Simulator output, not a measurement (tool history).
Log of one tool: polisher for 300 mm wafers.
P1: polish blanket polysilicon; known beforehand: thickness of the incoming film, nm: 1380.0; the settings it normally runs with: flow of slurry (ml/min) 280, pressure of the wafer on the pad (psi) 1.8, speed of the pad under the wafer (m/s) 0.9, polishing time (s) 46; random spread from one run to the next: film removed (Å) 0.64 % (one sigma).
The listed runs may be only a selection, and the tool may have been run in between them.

run,hour,flow of slurry (ml/min),pressure of the wafer on the pad (psi),speed of the pad under the wafer (m/s),polishing time (s),wafers polished on this pad,hours since the slurry nozzle was cleaned,hours since the head pressure was calibrated,film removed (Å)
1,3.5,280,1.8,0.9,46,306,148.2,181.7,2267.5
2,7.3,170,1.8,0.9,46,334,152,185.5,2128.1
3,10.2,280,1.8,0.9,46,356,154.9,188.4,2260.1
4,12.2,280,1.8,0.9,23,371,156.9,190.4,1125.6
5,14.7,280,1.8,0.9,46,389,159.4,192.9,2254.2
6,17.3,280,1.2,0.9,46,409,162,195.5,1505.4
7,20.2,280,1.8,0.9,46,430,164.9,198.4,2251
8,23.3,280,1.8,0.9,46,454,168,201.5,2231.5
9,27.1,280,1.8,0.9,46,482,171.8,205.3,2245.2
10,29.8,280,1.8,1.36,46,502,174.5,208,3401.9
11,33.6,280,1.8,0.9,46,530,178.3,211.8,2254.3
# hour 35.6: head pressure recalibrated
12,37.4,280,1.8,0.9,70,559,182.1,1.9,3387.9
13,39.7,280,1.8,0.58,46,576,184.4,4.2,1461
14,43.4,440,1.8,0.9,46,604,188.1,7.9,2333.5
15,45.5,280,2.7,0.9,46,619,190.2,10,3391.9
16,49,280,1.8,1.12,29,645,193.7,13.5,1767.9
17,53.2,280,1.8,0.9,46,677,197.9,17.7,2256.3
18,55.8,280,1.8,0.9,46,696,200.5,20.3,2228.6

Run 19 comes next. What will it give?
19,58.2,280,1.8,0.9,46,714,202.9,22.7,?

film removed (Å): 2218.4

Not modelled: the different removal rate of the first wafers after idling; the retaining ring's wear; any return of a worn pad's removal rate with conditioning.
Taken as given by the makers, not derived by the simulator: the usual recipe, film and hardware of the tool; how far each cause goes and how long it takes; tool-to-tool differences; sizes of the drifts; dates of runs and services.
